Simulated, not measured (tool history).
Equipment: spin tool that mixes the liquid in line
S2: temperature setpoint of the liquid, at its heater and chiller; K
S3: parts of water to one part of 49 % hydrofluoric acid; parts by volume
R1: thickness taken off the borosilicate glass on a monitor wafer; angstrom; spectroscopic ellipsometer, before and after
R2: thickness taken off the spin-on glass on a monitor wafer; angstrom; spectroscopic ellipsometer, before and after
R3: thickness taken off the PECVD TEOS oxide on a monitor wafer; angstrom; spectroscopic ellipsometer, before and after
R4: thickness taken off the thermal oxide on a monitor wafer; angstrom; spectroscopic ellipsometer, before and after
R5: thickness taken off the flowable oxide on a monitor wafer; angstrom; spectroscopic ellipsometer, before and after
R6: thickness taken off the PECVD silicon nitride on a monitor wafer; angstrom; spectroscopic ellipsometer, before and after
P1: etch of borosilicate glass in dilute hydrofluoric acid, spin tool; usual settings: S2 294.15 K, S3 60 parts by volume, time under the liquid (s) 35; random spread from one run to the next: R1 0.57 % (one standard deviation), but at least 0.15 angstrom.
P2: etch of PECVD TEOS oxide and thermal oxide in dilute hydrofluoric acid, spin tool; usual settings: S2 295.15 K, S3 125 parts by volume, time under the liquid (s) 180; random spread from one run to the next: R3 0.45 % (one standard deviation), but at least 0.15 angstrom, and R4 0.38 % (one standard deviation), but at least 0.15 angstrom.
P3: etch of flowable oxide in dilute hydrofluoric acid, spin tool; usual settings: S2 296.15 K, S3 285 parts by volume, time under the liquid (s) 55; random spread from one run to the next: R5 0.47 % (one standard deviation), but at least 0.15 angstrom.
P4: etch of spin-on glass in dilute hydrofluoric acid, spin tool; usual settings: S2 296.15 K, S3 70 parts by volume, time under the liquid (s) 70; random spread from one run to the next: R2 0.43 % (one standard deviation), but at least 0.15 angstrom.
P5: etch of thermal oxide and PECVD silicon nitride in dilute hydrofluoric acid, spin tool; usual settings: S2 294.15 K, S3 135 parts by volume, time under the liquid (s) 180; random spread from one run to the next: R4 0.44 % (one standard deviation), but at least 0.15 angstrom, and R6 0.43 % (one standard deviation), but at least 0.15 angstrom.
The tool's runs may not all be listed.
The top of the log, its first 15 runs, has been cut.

{"run": 16, "hour": 88.5, "process that ran": "P4", "S2": 296.15, "S3": 70, "time under the liquid (s)": 70, "R2": 443.8}
{"run": 17, "hour": 94.4, "process that ran": "P5", "S2": 294.15, "S3": 135, "time under the liquid (s)": 180, "R4": 53.932, "R6": 61.646}
{"run": 18, "hour": 102.1, "process that ran": "P1", "S2": 297.65, "S3": 80, "time under the liquid (s)": 35, "R1": 77.223}
{"run": 19, "hour": 107.3, "process that ran": "P5", "S2": 302.15, "S3": 135, "time under the liquid (s)": 180, "R4": 73.494, "R6": 103.47}
{"run": 20, "hour": 111.4, "process that ran": "P4", "S2": 296.15, "S3": 25, "time under the liquid (s)": 70, "R2": 1312.9}
{"run": 21, "hour": 117.2, "process that ran": "P2", "S2": 295.15, "S3": 40, "time under the liquid (s)": 180, "R3": 696.11, "R4": 231.06}
{"run": 22, "hour": 124.3, "process that ran": "P1", "S2": 294.15, "S3": 20, "time under the liquid (s)": 35, "R1": 287.61}
{"hour": 129.8, "done": "hydrofluoric acid flow meter replaced"}
{"run": 23, "hour": 131.9, "process that ran": "P5", "S2": 294.15, "S3": 245, "time under the liquid (s)": 180, "R4": 26.458, "R6": 34.46}
{"run": 24, "hour": 136.2, "process that ran": "P2", "S2": 295.15, "S3": 125, "time under the liquid (s)": 85, "R3": 94.5, "R4": 31.662}
{"run": 25, "hour": 141.6, "process that ran": "P3", "S2": 291.15, "S3": 285, "time under the liquid (s)": 55, "R5": 38.482}
{"run": 26, "hour": 148.2, "process that ran": "P1", "S2": 294.15, "S3": 60, "time under the liquid (s)": 35, "R1": 91.232}
{"run": 27, "hour": 154.0, "process that ran": "P1", "S2": 294.15, "S3": 60, "time under the liquid (s)": 35, "R1": 92.017}
{"run": 28, "hour": 161.5, "process that ran": "P2", "S2": 295.15, "S3": 125, "time under the liquid (s)": 180, "R3": 199.56, "R4": 66.521}
{"run": 29, "hour": 169.5, "process that ran": "P5", "S2": 294.15, "S3": 135, "time under the liquid (s)": 305, "R4": 91.764, "R6": 104.88}
{"run": 30, "hour": 175.8, "process that ran": "P1", "S2": 298.65, "S3": 60, "time under the liquid (s)": 35, "R1": 109.46}
{"run": 31, "hour": 181.6, "process that ran": "P4", "S2": 296.15, "S3": 70, "time under the liquid (s)": 70, "R2": 443.41}
{"run": 32, "hour": 187.9, "process that ran": "P1", "S2": 294.15, "S3": 60, "time under the liquid (s)": 35, "R1": 91.02}

What will run 33 give?
{"run": 33, "hour": 194.6, "process that ran": "P5", "S2": 294.15, "S3": 135, "time under the liquid (s)": 180, "R4": "?", "R6": "?"}

R4: 53.337 angstrom
R6: 61.557 angstrom
